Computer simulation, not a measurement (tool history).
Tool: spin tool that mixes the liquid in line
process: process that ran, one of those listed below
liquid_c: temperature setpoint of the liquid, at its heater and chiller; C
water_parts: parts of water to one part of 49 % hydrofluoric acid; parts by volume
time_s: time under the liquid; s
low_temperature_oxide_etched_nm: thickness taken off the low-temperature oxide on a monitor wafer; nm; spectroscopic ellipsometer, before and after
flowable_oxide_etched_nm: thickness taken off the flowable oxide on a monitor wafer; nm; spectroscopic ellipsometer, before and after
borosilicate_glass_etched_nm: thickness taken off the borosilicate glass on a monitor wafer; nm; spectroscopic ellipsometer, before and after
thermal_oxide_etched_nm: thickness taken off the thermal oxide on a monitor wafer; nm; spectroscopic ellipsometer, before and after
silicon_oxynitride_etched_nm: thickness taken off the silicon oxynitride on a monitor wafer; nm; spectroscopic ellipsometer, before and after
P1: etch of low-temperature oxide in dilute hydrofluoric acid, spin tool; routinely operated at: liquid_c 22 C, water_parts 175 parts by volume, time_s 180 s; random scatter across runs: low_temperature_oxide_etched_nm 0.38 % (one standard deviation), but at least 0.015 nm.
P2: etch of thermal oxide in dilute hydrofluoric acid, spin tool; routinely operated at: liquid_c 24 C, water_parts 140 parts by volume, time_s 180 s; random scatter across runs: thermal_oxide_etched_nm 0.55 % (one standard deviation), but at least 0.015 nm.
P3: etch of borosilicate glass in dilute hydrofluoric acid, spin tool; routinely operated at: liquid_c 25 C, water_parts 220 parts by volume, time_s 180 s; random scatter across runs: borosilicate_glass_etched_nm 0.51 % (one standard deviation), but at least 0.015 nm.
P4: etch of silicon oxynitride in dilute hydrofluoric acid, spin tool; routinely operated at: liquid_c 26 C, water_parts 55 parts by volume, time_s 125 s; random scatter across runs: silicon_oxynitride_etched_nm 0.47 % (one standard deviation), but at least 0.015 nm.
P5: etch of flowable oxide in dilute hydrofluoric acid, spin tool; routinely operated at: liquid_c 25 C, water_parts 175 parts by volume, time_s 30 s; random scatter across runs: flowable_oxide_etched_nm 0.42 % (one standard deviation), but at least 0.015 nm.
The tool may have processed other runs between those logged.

run,hour,process,liquid_c,water_parts,time_s,hours since the thermometer was replaced,hours since the hydrofluoric acid flow meter was replaced,low_temperature_oxide_etched_nm,flowable_oxide_etched_nm,borosilicate_glass_etched_nm,thermal_oxide_etched_nm,silicon_oxynitride_etched_nm
1,8.1,P1,22,175,180,1116.4,1603.7,16.859,,,,
2,17.8,P5,25,175,30,1126.1,1613.4,,7.4744,,,
3,23.7,P5,25,75,30,1132,1619.3,,19.572,,,
4,30.4,P3,25,220,40,1138.7,1626,,,4.2207,,
5,35.3,P1,22,175,60,1143.6,1630.9,5.6397,,,,
6,41.8,P1,22,275,180,1150.1,1637.4,9.728,,,,
7,49.6,P1,28,295,180,1157.9,1645.2,10.877,,,,
8,56.3,P1,22,175,180,1164.6,1651.9,16.861,,,,
9,63.1,P1,26,175,310,1171.4,1658.7,33.87,,,,
10,69.7,P1,22,35,180,1178,1665.3,99.309,,,,
11,76.2,P2,30,140,180,1184.5,1671.8,,,,7.3613,
12,86,P1,22,175,180,1194.3,1681.6,16.999,,,,
13,94.2,P4,26,105,125,1202.5,1689.8,,,,,3.0428
14,98.5,P1,28.5,175,180,1206.8,1694.1,21.513,,,,
15,104,P1,17,175,180,1212.3,1699.6,13.964,,,,
16,110.6,P4,26,55,235,1218.9,1706.2,,,,,11.342
17,117.8,P5,25,175,60,1226.1,1713.4,,14.975,,,
18,126.1,P3,17,220,180,1234.4,1721.7,,,13.976,,
19,132.3,P4,26,55,125,1240.6,1727.9,,,,,6.0657
20,138.5,P5,31.5,175,30,1246.8,1734.1,,9.3805,,,
21,147.6,P2,24,140,360,1255.9,1743.2,,,,11.787,
22,157.1,P1,22,175,180,1265.4,1752.7,16.915,,,,
23,162.4,P4,26,55,125,1270.7,1758,,,,,6.0489
24,170.9,P2,24,30,180,1279.2,1766.5,,,,31.585,
25,177.2,P3,25,220,180,1285.5,1772.8,,,18.743,,
26,185.2,P1,22,175,180,1293.5,1780.8,16.784,,,,
27,192.7,P4,20,55,125,1301,1788.3,,,,,4.5284
28,199.1,P1,22,175,330,1307.4,1794.7,31.175,,,,
29,204.2,P3,25,340,180,1312.5,1799.8,,,10.763,,
30,210.4,P2,24,140,180,1318.7,1806,,,,5.9718,
31,217.2,P1,22,175,180,1325.5,1812.8,16.916,,,,
32,225.5,P1,22,175,180,1333.8,1821.1,16.063,,,,
33,230.5,P1,22,175,180,1338.8,1826.1,15.935,,,,
34,237.3,P1,22,175,180,1345.6,1832.9,15.681,,,,
35,241.9,P1,22,175,180,1350.2,1837.5,15.55,,,,
36,246.8,P1,22,175,180,1355.1,1842.4,15.564,,,,
37,255.4,P1,22,175,180,1363.7,1851,15.401,,,,

What P1 gives has crept off from where it sat before. The 2 causes that follow fit the log equally well, each at the size noted:
A: hydrofluoric acid flow below the setpoint (%) = 7.13
B: liquid colder than its thermometer reads (K) = 2.27
The onset of the drift is placed at about hour 217.2.

The list below offers 4 check runs, each averaging the results of 2 wafers, and shows each result as a question mark. For which of them would the listed causes give clearly different results?
check 1,264,P5,25,105,30,,,,?,,,
check 2,264,P4,23,55,225,,,,,,,?
check 3,264,P2,29,140,315,,,,,,?,
check 4,264,P3,21.5,220,180,,,,,?,,

What every check run would give for each of its results, assuming each possible cause in turn:
check,result,if A,if B
check 1,flowable_oxide_etched_nm,12.39,12.319
check 2,silicon_oxynitride_etched_nm,8.7147,8.4156
check 3,thermal_oxide_etched_nm,11.428,11.471
check 4,borosilicate_glass_etched_nm,15.117,15.183
Smallest distance between any two causes, each pair judged by its most separating result, in per cent: check 1 0.58 %; check 2 3.49 %; check 3 0.38 %; check 4 0.43 %
Only check 2 tells the causes apart: in the others they would give nearly the same result.

Check 2 has now been run. It gave: silicon_oxynitride_etched_nm 8.6832 nm. Which of the candidate causes is it?

It was cause A: hydrofluoric acid flow below the setpoint (%).
